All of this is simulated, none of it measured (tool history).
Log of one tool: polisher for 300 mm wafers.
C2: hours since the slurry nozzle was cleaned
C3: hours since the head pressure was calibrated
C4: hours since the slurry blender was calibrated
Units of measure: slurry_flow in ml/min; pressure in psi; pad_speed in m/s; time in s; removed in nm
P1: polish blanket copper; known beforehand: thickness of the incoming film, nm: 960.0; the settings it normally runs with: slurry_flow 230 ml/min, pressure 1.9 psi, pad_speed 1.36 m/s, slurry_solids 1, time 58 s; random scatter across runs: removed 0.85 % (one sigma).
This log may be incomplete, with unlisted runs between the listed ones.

Run 1, hour 7: slurry_flow 230 ml/min, pressure 1.9 psi, pad_speed 1.36 m/s, slurry_solids 1, time 58 s; wafers polished on this pad 153; C2 140; C3 826.6; C4 171. Result: removed 187.36 nm.
Run 2, hour 15.2: slurry_flow 230 ml/min, pressure 0.9 psi, pad_speed 1.36 m/s, slurry_solids 1, time 58 s; wafers polished on this pad 224; C2 148.2; C3 834.8; C4 179.2. Result: removed 90.072 nm.
Run 3, hour 22.3: slurry_flow 230 ml/min, pressure 2.9 psi, pad_speed 1.36 m/s, slurry_solids 1, time 58 s; wafers polished on this pad 286; C2 155.3; C3 841.9; C4 186.3. Result: removed 284.02 nm.
At hour 23.8: head pressure recalibrated.
Run 4, hour 27.9: slurry_flow 230 ml/min, pressure 1.9 psi, pad_speed 0.68 m/s, slurry_solids 1, time 58 s; wafers polished on this pad 335; C2 160.9; C3 4.1; C4 191.9. Result: removed 94.478 nm.
At hour 31.8: slurry blender recalibrated.
Run 5, hour 33.3: slurry_flow 230 ml/min, pressure 1.9 psi, pad_speed 1.36 m/s, slurry_solids 1, time 58 s; wafers polished on this pad 382; C2 166.3; C3 9.5; C4 1.6. Result: removed 188.19 nm.
Run 6, hour 37.8: slurry_flow 230 ml/min, pressure 1.9 psi, pad_speed 1.36 m/s, slurry_solids 1, time 58 s; wafers polished on this pad 421; C2 170.8; C3 14; C4 6.1. Result: removed 187.81 nm.
Run 7, hour 45.5: slurry_flow 230 ml/min, pressure 1.9 psi, pad_speed 1.36 m/s, slurry_solids 1.5, time 30 s; wafers polished on this pad 488; C2 178.5; C3 21.7; C4 13.8. Result: removed 104.14 nm.
Run 8, hour 53.6: slurry_flow 230 ml/min, pressure 1.9 psi, pad_speed 1.36 m/s, slurry_solids 1, time 58 s; wafers polished on this pad 558; C2 186.6; C3 29.8; C4 21.9. Result: removed 187.09 nm.
Run 9, hour 59.9: slurry_flow 230 ml/min, pressure 1.9 psi, pad_speed 1.36 m/s, slurry_solids 1.35, time 58 s; wafers polished on this pad 613; C2 192.9; C3 36.1; C4 28.2. Result: removed 198.94 nm.
Run 10, hour 65.1: slurry_flow 230 ml/min, pressure 1.9 psi, pad_speed 1.36 m/s, slurry_solids 1, time 33 s; wafers polished on this pad 658; C2 198.1; C3 41.3; C4 33.4. Result: removed 106.44 nm.
Run 11, hour 73.2: slurry_flow 140 ml/min, pressure 1.9 psi, pad_speed 1.36 m/s, slurry_solids 1, time 58 s; wafers polished on this pad 729; C2 206.2; C3 49.4; C4 41.5. Result: removed 174.4 nm.
Run 12, hour 80.5: slurry_flow 230 ml/min, pressure 1.9 psi, pad_speed 1.36 m/s, slurry_solids 1, time 58 s; wafers polished on this pad 792; C2 213.5; C3 56.7; C4 48.8. Result: removed 187.88 nm.
Run 13, hour 84.4: slurry_flow 230 ml/min, pressure 1.4 psi, pad_speed 1.36 m/s, slurry_solids 1.4, time 58 s; wafers polished on this pad 826; C2 217.4; C3 60.6; C4 52.7. Result: removed 150.39 nm.
Run 14, hour 92: slurry_flow 230 ml/min, pressure 1.9 psi, pad_speed 1.36 m/s, slurry_solids 1, time 83 s; wafers polished on this pad 892; C2 225; C3 68.2; C4 60.3. Result: removed 270.52 nm.
Run 15, hour 96.8: slurry_flow 230 ml/min, pressure 1.9 psi, pad_speed 1.36 m/s, slurry_solids 1, time 58 s; wafers polished on this pad 934; C2 229.8; C3 73; C4 65.1. Result: removed 189.93 nm.
Run 16, hour 104.7: slurry_flow 230 ml/min, pressure 1.9 psi, pad_speed 1.36 m/s, slurry_solids 0.6, time 58 s; wafers polished on this pad 1002; C2 237.7; C3 80.9; C4 73. Result: removed 169.22 nm.
Run 17, hour 109.9: slurry_flow 230 ml/min, pressure 1.4 psi, pad_speed 1.36 m/s, slurry_solids 1.25, time 58 s; wafers polished on this pad 1048; C2 242.9; C3 86.1; C4 78.2. Result: removed 144.06 nm.
Run 18, hour 116.9: slurry_flow 305 ml/min, pressure 1.9 psi, pad_speed 1.36 m/s, slurry_solids 1, time 58 s; wafers polished on this pad 1108; C2 249.9; C3 93.1; C4 85.2. Result: removed 190.14 nm.
Run 19, hour 122.6: slurry_flow 230 ml/min, pressure 1.9 psi, pad_speed 2 m/s, slurry_solids 1, time 58 s; wafers polished on this pad 1158; C2 255.6; C3 98.8; C4 90.9. Result: removed 272.53 nm.
Run 20, hour 130.1: slurry_flow 230 ml/min, pressure 1.9 psi, pad_speed 1.36 m/s, slurry_solids 1, time 58 s; wafers polished on this pad 1223; C2 263.1; C3 106.3; C4 98.4. Result: removed 188.58 nm.
Run 21, hour 137.7: slurry_flow 230 ml/min, pressure 1.9 psi, pad_speed 1.36 m/s, slurry_solids 1, time 58 s; wafers polished on this pad 1289; C2 270.7; C3 113.9; C4 106. Result: removed 188.03 nm.
Run 22, hour 143.3: slurry_flow 230 ml/min, pressure 1.9 psi, pad_speed 1.36 m/s, slurry_solids 1, time 58 s; wafers polished on this pad 1338; C2 276.3; C3 119.5; C4 111.6. Result: removed 183.56 nm.
Run 23, hour 149.9: slurry_flow 230 ml/min, pressure 1.9 psi, pad_speed 1.36 m/s, slurry_solids 1, time 58 s; wafers polished on this pad 1395; C2 282.9; C3 126.1; C4 118.2. Result: removed 182.69 nm.
Run 24, hour 154.8: slurry_flow 230 ml/min, pressure 1.9 psi, pad_speed 1.36 m/s, slurry_solids 1, time 58 s; wafers polished on this pad 1438; C2 287.8; C3 131; C4 123.1. Result: removed 178.79 nm.
Run 25, hour 159.5: slurry_flow 230 ml/min, pressure 1.9 psi, pad_speed 1.36 m/s, slurry_solids 1, time 58 s; wafers polished on this pad 1479; C2 292.5; C3 135.7; C4 127.8. Result: removed 177.18 nm.
At hour 162.5: worn pad replaced by a new one.
Run 26, hour 167.7: slurry_flow 230 ml/min, pressure 1.9 psi, pad_speed 1.36 m/s, slurry_solids 1, time 58 s; wafers polished on this pad 45; C2 300.7; C3 143.9; C4 136. Result: removed 174.57 nm.
At hour 172.2: head pressure recalibrated.
Run 27, hour 175.5: slurry_flow 230 ml/min, pressure 1.9 psi, pad_speed 1.36 m/s, slurry_solids 1, time 58 s; wafers polished on this pad 113; C2 308.5; C3 3.3; C4 143.8. Result: removed 175.02 nm.
Run 28, hour 183.4: slurry_flow 230 ml/min, pressure 1.9 psi, pad_speed 1.36 m/s, slurry_solids 1, time 58 s; wafers polished on this pad 181; C2 316.4; C3 11.2; C4 151.7. Result: removed 175.83 nm.
Run 29, hour 187.4: slurry_flow 230 ml/min, pressure 1.9 psi, pad_speed 1.36 m/s, slurry_solids 1, time 58 s; wafers polished on this pad 216; C2 320.4; C3 15.2; C4 155.7. Result: removed 172.69 nm.

Compared with where it was, what P1 gives has crept away. Each cause listed below fits the log as well as the rest, at the size given for it:
A: slurry flow missing at the pad, % = 39.2
B: abrasive missing from the slurry, % = 29.5
The gradual shift began around hour 137.7.
Excluded causes, each with its reason:
removal rate lost through wear of the pad, %: serviced at hour 162.5, which brought nothing back
head's pressure below its setpoint, %: serviced at hour 172.2, which brought nothing back

The list below offers 4 check runs, each averaging the results of 3 wafers, and shows each result as a question mark. For which of them would the listed causes give clearly different results?
Run check 1, hour 191.4: slurry_flow 140 ml/min, pressure 1.9 psi, pad_speed 1.92 m/s, slurry_solids 1, time 58 s. Result: removed ?.
Run check 2, hour 191.4: slurry_flow 230 ml/min, pressure 2.9 psi, pad_speed 1.84 m/s, slurry_solids 1, time 58 s. Result: removed ?.
Run check 3, hour 191.4: slurry_flow 230 ml/min, pressure 1.9 psi, pad_speed 0.7 m/s, slurry_solids 0.6, time 58 s. Result: removed ?.
Run check 4, hour 191.4: slurry_flow 230 ml/min, pressure 1.2 psi, pad_speed 1.36 m/s, slurry_solids 0.75, time 58 s. Result: removed ?.

Outcome of each check run for each possible cause:
  check   result    if A    if B
check 1  removed  219.98  229.34
check 2  removed  360.91  360.83
check 3  removed  80.903  81.268
check 4  removed   103.9  104.15
Gap, in per cent, between the two causes that each check separates least, read from the result that separates them most: check 1 4.17 %; check 2 0.02 %; check 3 0.45 %; check 4 0.24 %
Check 1 tells the causes apart: in the others they would give nearly the same result.

Check 1 was carried out, with these results: removed 220.82 nm. Which of the listed causes is responsible?

Of the candidate causes, it is A: slurry flow missing at the pad, %.

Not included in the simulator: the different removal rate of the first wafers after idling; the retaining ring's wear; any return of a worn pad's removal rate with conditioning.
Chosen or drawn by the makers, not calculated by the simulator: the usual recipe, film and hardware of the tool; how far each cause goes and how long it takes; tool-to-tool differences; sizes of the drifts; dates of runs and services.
